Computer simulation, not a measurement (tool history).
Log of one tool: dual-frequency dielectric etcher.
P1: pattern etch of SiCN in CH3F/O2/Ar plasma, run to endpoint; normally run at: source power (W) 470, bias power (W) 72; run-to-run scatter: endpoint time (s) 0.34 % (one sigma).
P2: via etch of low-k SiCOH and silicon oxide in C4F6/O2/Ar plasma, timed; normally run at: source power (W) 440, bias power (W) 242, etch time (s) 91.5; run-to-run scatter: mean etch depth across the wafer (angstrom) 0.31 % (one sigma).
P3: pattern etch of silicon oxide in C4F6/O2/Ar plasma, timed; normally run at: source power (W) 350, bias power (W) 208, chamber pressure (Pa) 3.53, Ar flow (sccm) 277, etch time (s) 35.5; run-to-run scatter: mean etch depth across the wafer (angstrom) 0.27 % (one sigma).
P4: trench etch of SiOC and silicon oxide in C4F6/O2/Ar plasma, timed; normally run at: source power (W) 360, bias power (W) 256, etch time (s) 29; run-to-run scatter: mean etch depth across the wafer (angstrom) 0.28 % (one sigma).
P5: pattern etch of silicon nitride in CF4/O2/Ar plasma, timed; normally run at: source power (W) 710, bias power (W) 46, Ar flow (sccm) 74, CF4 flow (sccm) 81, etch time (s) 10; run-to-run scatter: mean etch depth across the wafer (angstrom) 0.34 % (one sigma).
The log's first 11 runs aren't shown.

run	hour	process that ran	source power (W)	bias power (W)	Ar flow (sccm)	CF4 flow (sccm)	etch time (s)	chamber pressure (Pa)	endpoint time (s)	mean etch depth across the wafer (angstrom)
12	103	P3	350	208	277		35.5	3.53		1117.3
13	110.8	P1	470	72					33.443	
14	117.1	P4	360	164			29			517
15	128.6	P3	350	208	277		35.5	4.73		1082.2
16	138.8	P5	710	60	74	81	10			278.58
17	144.6	P3	350	208	277		23.5	3.53		744.54
18	151.6	P2	440	242			91.5			2857.8
19	161.5	P5	710	46	74	81	5.5			139.24
20	171.7	P1	470	94					30.323	
21	177.9	P1	470	72					33.411	
22	182.8	P5	710	46	74	81	10			253.76
23	189.1	P4	360	256			29			602.44
24	197.2	P5	710	46	74	60	10			242.98
25	204.4	P3	350	154	277		35.5	3.53		1026.8

The next listed run, before its measurement:
26	211.3	P1	320	72					?	

{"run 26": {"endpoint time (s)": 38.581}}
